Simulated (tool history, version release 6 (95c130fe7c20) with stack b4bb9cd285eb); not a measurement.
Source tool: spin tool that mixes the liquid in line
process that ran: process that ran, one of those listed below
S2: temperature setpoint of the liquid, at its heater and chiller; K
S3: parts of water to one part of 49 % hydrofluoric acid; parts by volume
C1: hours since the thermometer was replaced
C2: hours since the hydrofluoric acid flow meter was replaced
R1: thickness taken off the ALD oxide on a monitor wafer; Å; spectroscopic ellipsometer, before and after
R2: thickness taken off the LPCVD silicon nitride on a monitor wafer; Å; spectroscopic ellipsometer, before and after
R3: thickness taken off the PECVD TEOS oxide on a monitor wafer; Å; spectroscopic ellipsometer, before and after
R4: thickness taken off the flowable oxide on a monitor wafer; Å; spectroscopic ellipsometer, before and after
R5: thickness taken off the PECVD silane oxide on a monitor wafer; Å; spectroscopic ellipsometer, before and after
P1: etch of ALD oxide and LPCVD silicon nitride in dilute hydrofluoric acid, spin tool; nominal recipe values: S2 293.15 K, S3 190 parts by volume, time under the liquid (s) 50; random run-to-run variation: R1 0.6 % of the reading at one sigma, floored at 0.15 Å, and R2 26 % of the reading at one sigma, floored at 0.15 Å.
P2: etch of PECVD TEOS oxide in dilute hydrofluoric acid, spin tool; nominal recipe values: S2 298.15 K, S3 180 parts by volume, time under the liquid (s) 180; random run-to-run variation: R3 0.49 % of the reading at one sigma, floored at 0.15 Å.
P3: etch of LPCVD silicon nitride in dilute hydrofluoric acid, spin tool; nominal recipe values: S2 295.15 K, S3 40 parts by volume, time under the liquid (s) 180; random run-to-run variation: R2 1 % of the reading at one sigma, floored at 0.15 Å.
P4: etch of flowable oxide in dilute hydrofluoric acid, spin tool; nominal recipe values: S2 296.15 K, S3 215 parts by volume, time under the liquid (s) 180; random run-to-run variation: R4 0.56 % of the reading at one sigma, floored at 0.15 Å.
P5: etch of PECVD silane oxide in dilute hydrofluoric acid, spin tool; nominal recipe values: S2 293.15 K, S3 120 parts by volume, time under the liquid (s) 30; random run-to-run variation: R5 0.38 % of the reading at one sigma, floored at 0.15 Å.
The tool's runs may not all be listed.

run 1 hour=10.8 | process_that_ran=P1 S2=293.15 S3=190 time_under_the_liquid_(s)=50 | C1=1003.1 C2=419.5 | R1=49.446 R2=0.88994
run 2 hour=25.1 | process_that_ran=P3 S2=295.15 S3=20 time_under_the_liquid_(s)=180 | C1=1017.4 C2=433.8 | R2=40.807
run 3 hour=41.8 | process_that_ran=P2 S2=298.15 S3=180 time_under_the_liquid_(s)=180 | C1=1034.1 C2=450.5 | R3=102.78
run 4 hour=56.5 | process_that_ran=P2 S2=304.15 S3=180 time_under_the_liquid_(s)=180 | C1=1048.8 C2=465.2 | R3=126.21
run 5 hour=68.7 | process_that_ran=P4 S2=300.15 S3=215 time_under_the_liquid_(s)=180 | C1=1061 C2=477.4 | R4=203.88
run 6 hour=82.5 | process_that_ran=P1 S2=290.15 S3=190 time_under_the_liquid_(s)=50 | C1=1074.8 C2=491.2 | R1=43.63 R2=1.2176
run 7 hour=92.2 | process_that_ran=P1 S2=293.15 S3=190 time_under_the_liquid_(s)=50 | C1=1084.5 C2=500.9 | R1=48.235 R2=1.4089
run 8 hour=106.2 | process_that_ran=P1 S2=301.15 S3=190 time_under_the_liquid_(s)=50 | C1=1098.5 C2=514.9 | R1=64.717 R2=0.70429
run 9 hour=115.6 | process_that_ran=P1 S2=293.15 S3=190 time_under_the_liquid_(s)=15 | C1=1107.9 C2=524.3 | R1=14.662 R2=0.36603
run 10 hour=123.7 | process_that_ran=P4 S2=296.15 S3=215 time_under_the_liquid_(s)=180 | C1=1116 C2=532.4 | R4=176.71
run 11 hour=136.9 | process_that_ran=P2 S2=298.15 S3=180 time_under_the_liquid_(s)=180 | C1=1129.2 C2=545.6 | R3=102.81
run 12 hour=152.4 | process_that_ran=P1 S2=293.15 S3=190 time_under_the_liquid_(s)=50 | C1=1144.7 C2=561.1 | R1=49.09 R2=0.94332
run 13 hour=166.7 | process_that_ran=P3 S2=295.15 S3=40 time_under_the_liquid_(s)=180 | C1=1159 C2=575.4 | R2=21.245
run 14 hour=183.5 | process_that_ran=P1 S2=293.15 S3=265 time_under_the_liquid_(s)=50 | C1=1175.8 C2=592.2 | R1=32.938 R2=0.71141
run 15 hour=197.8 | process_that_ran=P5 S2=290.15 S3=120 time_under_the_liquid_(s)=30 | C1=1190.1 C2=606.5 | R5=94.592
run 16 hour=213.3 | process_that_ran=P3 S2=295.15 S3=40 time_under_the_liquid_(s)=90 | C1=1205.6 C2=622 | R2=10.876
run 17 hour=228 | process_that_ran=P1 S2=293.15 S3=190 time_under_the_liquid_(s)=75 | C1=1220.3 C2=636.7 | R1=73.408 R2=0.41313
run 18 hour=237 | process_that_ran=P3 S2=299.65 S3=40 time_under_the_liquid_(s)=180 | C1=1229.3 C2=645.7 | R2=28.148
run 19 hour=249.8 | process_that_ran=P1 S2=293.15 S3=190 time_under_the_liquid_(s)=50 | C1=1242.1 C2=658.5 | R1=48.703 R2=0.92115
run 20 hour=265.1 | process_that_ran=P3 S2=295.15 S3=40 time_under_the_liquid_(s)=180 | C1=1257.4 C2=673.8 | R2=21.381
run 21 hour=279 | process_that_ran=P4 S2=296.15 S3=40 time_under_the_liquid_(s)=180 | C1=1271.3 C2=687.7 | R4=1150.2
run 22 hour=293.1 | process_that_ran=P5 S2=293.15 S3=50 time_under_the_liquid_(s)=30 | C1=1285.4 C2=701.8 | R5=275.68
run 23 hour=305.4 | process_that_ran=P1 S2=293.15 S3=190 time_under_the_liquid_(s)=50 | C1=1297.7 C2=714.1 | R1=48.518 R2=0.24432
run 24 hour=315 | process_that_ran=P1 S2=293.15 S3=190 time_under_the_liquid_(s)=50 | C1=1307.3 C2=723.7 | R1=48.778 R2=1.2903
run 25 hour=325.2 | process_that_ran=P2 S2=298.15 S3=110 time_under_the_liquid_(s)=180 | C1=1317.5 C2=733.9 | R3=182.45
run 26 hour=335 | process_that_ran=P5 S2=293.15 S3=120 time_under_the_liquid_(s)=30 | C1=1327.3 C2=743.7 | R5=107.59
run 27 hour=350.5 | process_that_ran=P2 S2=298.15 S3=180 time_under_the_liquid_(s)=340 | C1=1342.8 C2=759.2 | R3=191.64
run 28 hour=365.9 | process_that_ran=P4 S2=296.15 S3=215 time_under_the_liquid_(s)=180 | C1=1358.2 C2=774.6 | R4=175.08
run 29 hour=382.5 | process_that_ran=P1 S2=290.15 S3=40 time_under_the_liquid_(s)=50 | C1=1374.8 C2=791.2 | R1=240.33 R2=4.7506
run 30 hour=399.4 | process_that_ran=P4 S2=296.15 S3=215 time_under_the_liquid_(s)=30 | C1=1391.7 C2=808.1 | R4=29.455
run 31 hour=411.9 | process_that_ran=P1 S2=293.15 S3=85 time_under_the_liquid_(s)=50 | C1=1404.2 C2=820.6 | R1=123.18 R2=1.6343
run 32 hour=425.4 | process_that_ran=P5 S2=293.15 S3=120 time_under_the_liquid_(s)=15 | C1=1417.7 C2=834.1 | R5=53.686
run 33 hour=433 | process_that_ran=P1 S2=293.15 S3=190 time_under_the_liquid_(s)=50 | C1=1425.3 C2=841.7 | R1=49.143 R2=0.90541
run 34 hour=444.8 | process_that_ran=P1 S2=293.15 S3=190 time_under_the_liquid_(s)=50 | C1=1437.1 C2=853.5 | R1=51.189 R2=0.97545
run 35 hour=452.6 | process_that_ran=P1 S2=293.15 S3=190 time_under_the_liquid_(s)=50 | C1=1444.9 C2=861.3 | R1=51.693 R2=0.74992
run 36 hour=469.2 | process_that_ran=P1 S2=293.15 S3=190 time_under_the_liquid_(s)=50 | C1=1461.5 C2=877.9 | R1=52.237 R2=0.5911
run 37 hour=479.1 | process_that_ran=P1 S2=293.15 S3=190 time_under_the_liquid_(s)=50 | C1=1471.4 C2=887.8 | R1=53.148 R2=0.80813
run 38 hour=491.8 | process_that_ran=P1 S2=293.15 S3=190 time_under_the_liquid_(s)=50 | C1=1484.1 C2=900.5 | R1=52.936 R2=0.45618
run 39 hour=506 | process_that_ran=P1 S2=293.15 S3=190 time_under_the_liquid_(s)=50 | C1=1498.3 C2=914.7 | R1=53.342 R2=0.94693
run 40 hour=516.1 | process_that_ran=P1 S2=293.15 S3=190 time_under_the_liquid_(s)=50 | C1=1508.4 C2=924.8 | R1=53.61 R2=1.1955
run 41 hour=524.9 | process_that_ran=P1 S2=293.15 S3=190 time_under_the_liquid_(s)=50 | C1=1517.2 C2=933.6 | R1=53.307 R2=0.99749
run 42 hour=539 | process_that_ran=P1 S2=293.15 S3=190 time_under_the_liquid_(s)=50 | C1=1531.3 C2=947.7 | R1=53.313 R2=1.0948

Something has made what P1 gives creep away from where it was; the 2 causes below, each at its own stated size, fit the log equally well:
A: liquid hotter than its thermometer reads (K) = 2.3
B: hydrofluoric acid flow above the setpoint (%) = 7.71
The drift started at roughly hour 433.

The check runs listed below each take one wafer, and their results are still question marks. Under which run would the listed causes lead to clearly different results?
run check 1 hour=553.1 | process_that_ran=P3 S2=295.15 S3=40 time_under_the_liquid_(s)=180 | R2=?
run check 2 hour=553.1 | process_that_ran=P2 S2=298.15 S3=180 time_under_the_liquid_(s)=180 | R3=?
run check 3 hour=553.1 | process_that_ran=P5 S2=293.15 S3=120 time_under_the_liquid_(s)=30 | R5=?
run check 4 hour=553.1 | process_that_ran=P4 S2=296.15 S3=215 time_under_the_liquid_(s)=180 | R4=?

Outcome of each check run for each possible cause:
check=check_1 result=R2 if_A=24.786 if_B=22.77
check=check_2 result=R3 if_A=111.59 if_B=112.12
check=check_3 result=R5 if_A=117.07 if_B=116.06
check=check_4 result=R4 if_A=191.34 if_B=192.54
Per check, the gap between the least separated pair of causes, taken in the result that splits them most: check 1 8.48 %; check 2 0.47 %; check 3 0.86 %; check 4 0.63 %
The causes can be told apart only by check 1. The other checks would give nearly the same results under each of them.

Check 1 was carried out, with these results: R2 22.713 Å. Which of the listed causes is responsible?

It is B: hydrofluoric acid flow above the setpoint (%).
